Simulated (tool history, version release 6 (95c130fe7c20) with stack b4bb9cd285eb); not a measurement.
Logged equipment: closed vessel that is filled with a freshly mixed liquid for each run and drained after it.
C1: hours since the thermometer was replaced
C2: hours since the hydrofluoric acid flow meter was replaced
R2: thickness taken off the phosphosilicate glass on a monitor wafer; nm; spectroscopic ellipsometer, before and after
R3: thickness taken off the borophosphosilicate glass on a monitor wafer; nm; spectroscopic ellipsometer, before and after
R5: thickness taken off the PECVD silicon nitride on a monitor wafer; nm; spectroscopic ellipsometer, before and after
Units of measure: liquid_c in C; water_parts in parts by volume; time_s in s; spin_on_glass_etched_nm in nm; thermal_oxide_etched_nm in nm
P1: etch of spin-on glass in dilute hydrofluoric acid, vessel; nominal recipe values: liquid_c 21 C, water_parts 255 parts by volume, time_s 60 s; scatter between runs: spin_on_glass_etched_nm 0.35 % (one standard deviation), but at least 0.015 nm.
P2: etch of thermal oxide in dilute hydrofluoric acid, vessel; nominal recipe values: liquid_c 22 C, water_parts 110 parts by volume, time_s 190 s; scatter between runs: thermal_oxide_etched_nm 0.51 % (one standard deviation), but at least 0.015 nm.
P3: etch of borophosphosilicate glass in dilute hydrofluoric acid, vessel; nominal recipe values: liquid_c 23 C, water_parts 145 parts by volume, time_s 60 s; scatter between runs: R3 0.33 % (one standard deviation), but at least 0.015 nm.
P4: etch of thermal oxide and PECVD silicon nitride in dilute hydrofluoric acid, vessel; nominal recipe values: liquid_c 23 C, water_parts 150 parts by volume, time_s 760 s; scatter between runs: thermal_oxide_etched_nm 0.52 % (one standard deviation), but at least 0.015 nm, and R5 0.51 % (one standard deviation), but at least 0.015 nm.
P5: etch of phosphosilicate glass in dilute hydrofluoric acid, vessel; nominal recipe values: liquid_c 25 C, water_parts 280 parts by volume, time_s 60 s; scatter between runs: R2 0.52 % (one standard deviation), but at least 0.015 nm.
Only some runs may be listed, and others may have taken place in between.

run 1 day=0.246 | process=P1 liquid_c=21 water_parts=255 time_s=60 | C1=238.7 C2=248.6 | spin_on_glass_etched_nm=10.212
run 2 day=0.588 | process=P1 liquid_c=21 water_parts=345 time_s=35 | C1=246.9 C2=256.8 | spin_on_glass_etched_nm=4.0178
run 3 day=0.962 | process=P5 liquid_c=25 water_parts=280 time_s=30 | C1=255.9 C2=265.8 | R2=10.24
run 4 day=1.204 | process=P3 liquid_c=23 water_parts=145 time_s=60 | C1=261.7 C2=271.6 | R3=17.847
run 5 day=1.525 | process=P4 liquid_c=23 water_parts=150 time_s=760 | C1=269.4 C2=279.3 | thermal_oxide_etched_nm=21.548 R5=11.488
run 6 day=1.883 | process=P3 liquid_c=23 water_parts=260 time_s=60 | C1=278 C2=287.9 | R3=8.8032
run 7 day=2.225 | process=P1 liquid_c=29 water_parts=255 time_s=60 | C1=286.2 C2=296.1 | spin_on_glass_etched_nm=13.469
run 8 day=2.483 | process=P1 liquid_c=25 water_parts=370 time_s=60 | C1=292.4 C2=302.3 | spin_on_glass_etched_nm=7.2073
-- day=2.617 thermometer replaced
run 9 day=2.679 | process=P4 liquid_c=30.5 water_parts=150 time_s=760 | C1=1.6 C2=307 | thermal_oxide_etched_nm=28.505 R5=18.57
run 10 day=2.862 | process=P1 liquid_c=21 water_parts=255 time_s=30 | C1=6 C2=311.4 | spin_on_glass_etched_nm=5.0758
run 11 day=3.196 | process=P4 liquid_c=23 water_parts=210 time_s=760 | C1=14 C2=319.4 | thermal_oxide_etched_nm=14.468 R5=8.3457
run 12 day=3.379 | process=P5 liquid_c=17 water_parts=280 time_s=60 | C1=18.4 C2=323.8 | R2=15.082
run 13 day=3.604 | process=P5 liquid_c=25 water_parts=280 time_s=60 | C1=23.8 C2=329.2 | R2=20.511
run 14 day=3.833 | process=P3 liquid_c=28 water_parts=145 time_s=60 | C1=29.3 C2=334.7 | R3=21.46
run 15 day=4.046 | process=P1 liquid_c=21 water_parts=255 time_s=60 | C1=34.4 C2=339.8 | spin_on_glass_etched_nm=10.131
run 16 day=4.371 | process=P2 liquid_c=22 water_parts=110 time_s=190 | C1=42.2 C2=347.6 | thermal_oxide_etched_nm=7.1967
run 17 day=4.771 | process=P1 liquid_c=17 water_parts=255 time_s=60 | C1=51.8 C2=357.2 | spin_on_glass_etched_nm=8.7118
run 18 day=5.021 | process=P1 liquid_c=21 water_parts=255 time_s=60 | C1=57.8 C2=363.2 | spin_on_glass_etched_nm=10.112
run 19 day=5.383 | process=P1 liquid_c=21 water_parts=255 time_s=60 | C1=66.5 C2=371.9 | spin_on_glass_etched_nm=10.166
run 20 day=5.783 | process=P1 liquid_c=21 water_parts=255 time_s=95 | C1=76.1 C2=381.5 | spin_on_glass_etched_nm=15.943
run 21 day=5.983 | process=P2 liquid_c=22 water_parts=110 time_s=190 | C1=80.9 C2=386.3 | thermal_oxide_etched_nm=7.225
run 22 day=6.158 | process=P2 liquid_c=22 water_parts=185 time_s=190 | C1=85.1 C2=390.5 | thermal_oxide_etched_nm=3.9742
run 23 day=6.483 | process=P5 liquid_c=25 water_parts=490 time_s=60 | C1=92.9 C2=398.3 | R2=9.6392
run 24 day=6.708 | process=P1 liquid_c=21 water_parts=425 time_s=60 | C1=98.3 C2=403.7 | spin_on_glass_etched_nm=5.2308
run 25 day=6.967 | process=P5 liquid_c=25 water_parts=280 time_s=60 | C1=104.5 C2=409.9 | R2=20.37
run 26 day=7.362 | process=P2 liquid_c=22 water_parts=110 time_s=380 | C1=114 C2=419.4 | thermal_oxide_etched_nm=14.373
run 27 day=7.558 | process=P1 liquid_c=21 water_parts=155 time_s=60 | C1=118.7 C2=424.1 | spin_on_glass_etched_nm=18.386
run 28 day=7.738 | process=P3 liquid_c=23 water_parts=145 time_s=115 | C1=123 C2=428.4 | R3=34.147
run 29 day=7.921 | process=P2 liquid_c=17 water_parts=110 time_s=190 | C1=127.4 C2=432.8 | thermal_oxide_etched_nm=5.875
run 30 day=8.179 | process=P4 liquid_c=23 water_parts=150 time_s=1290 | C1=133.6 C2=439 | thermal_oxide_etched_nm=36.666 R5=19.52
run 31 day=8.5 | process=P4 liquid_c=23 water_parts=150 time_s=760 | C1=141.3 C2=446.7 | thermal_oxide_etched_nm=21.684 R5=11.443
run 32 day=8.879 | process=P1 liquid_c=21 water_parts=255 time_s=60 | C1=150.4 C2=455.8 | spin_on_glass_etched_nm=10.162
run 33 day=9.071 | process=P1 liquid_c=21 water_parts=255 time_s=60 | C1=155 C2=460.4 | spin_on_glass_etched_nm=10.161
run 34 day=9.442 | process=P1 liquid_c=21 water_parts=255 time_s=60 | C1=163.9 C2=469.3 | spin_on_glass_etched_nm=9.9394
run 35 day=9.629 | process=P1 liquid_c=21 water_parts=255 time_s=60 | C1=168.4 C2=473.8 | spin_on_glass_etched_nm=9.8042
run 36 day=9.992 | process=P1 liquid_c=21 water_parts=255 time_s=60 | C1=177.1 C2=482.5 | spin_on_glass_etched_nm=9.7269
run 37 day=10.183 | process=P1 liquid_c=21 water_parts=255 time_s=60 | C1=181.7 C2=487.1 | spin_on_glass_etched_nm=9.6185
run 38 day=10.55 | process=P1 liquid_c=21 water_parts=255 time_s=60 | C1=190.5 C2=495.9 | spin_on_glass_etched_nm=9.6135
run 39 day=10.762 | process=P1 liquid_c=21 water_parts=255 time_s=60 | C1=195.6 C2=501 | spin_on_glass_etched_nm=9.6221
run 40 day=11.029 | process=P1 liquid_c=21 water_parts=255 time_s=60 | C1=202 C2=507.4 | spin_on_glass_etched_nm=9.5523
run 41 day=11.229 | process=P1 liquid_c=21 water_parts=255 time_s=60 | C1=206.8 C2=512.2 | spin_on_glass_etched_nm=9.6012
run 42 day=11.567 | process=P1 liquid_c=21 water_parts=255 time_s=60 | C1=214.9 C2=520.3 | spin_on_glass_etched_nm=9.5549
run 43 day=11.788 | process=P1 liquid_c=21 water_parts=255 time_s=60 | C1=220.2 C2=525.6 | spin_on_glass_etched_nm=9.5172
run 44 day=12.079 | process=P1 liquid_c=21 water_parts=255 time_s=60 | C1=227.2 C2=532.6 | spin_on_glass_etched_nm=9.4953

P1 has crept away from where it was. The log is fitted equally well by each of these 2 causes, at the sizes shown:
A: liquid colder than its thermometer reads (K) = 1.64
B: hydrofluoric acid flow below the setpoint (%) = 4.78
The creep began at about day 9.071.

Consider the 4 single-wafer check runs listed below, results given as question marks: which one distinguishes between the causes by giving clearly different results for each?
run check 1 day=12.371 | process=P3 liquid_c=23 water_parts=255 time_s=95 | R3=?
run check 2 day=12.371 | process=P5 liquid_c=18.5 water_parts=280 time_s=60 | R2=?
run check 3 day=12.371 | process=P2 liquid_c=22 water_parts=170 time_s=375 | thermal_oxide_etched_nm=?
run check 4 day=12.371 | process=P4 liquid_c=27 water_parts=150 time_s=760 | thermal_oxide_etched_nm=? R5=?

What each check would give under each cause:
check=check_1 result=R3 if_A=13.464 if_B=13.439
check=check_2 result=R2 if_A=15.183 if_B=15.198
check=check_3 result=thermal_oxide_etched_nm if_A=8.0686 if_B=8.1147
check=check_4 result=thermal_oxide_etched_nm if_A=23.657 if_B=23.732
check=check_4 result=R5 if_A=13.43 if_B=14.185
Per-check spread between the two closest causes, in the result where they differ most: check 1 0.18 %; check 2 0.1 %; check 3 0.57 %; check 4 5.47 %
The causes can be told apart only by check 4. The other checks would give nearly the same results under each of them.

After running check 4, the following was obtained: thermal_oxide_etched_nm 23.425 nm; R5 14.257 nm. Which cause does this point to?

The correct cause is B, namely: hydrofluoric acid flow below the setpoint (%).

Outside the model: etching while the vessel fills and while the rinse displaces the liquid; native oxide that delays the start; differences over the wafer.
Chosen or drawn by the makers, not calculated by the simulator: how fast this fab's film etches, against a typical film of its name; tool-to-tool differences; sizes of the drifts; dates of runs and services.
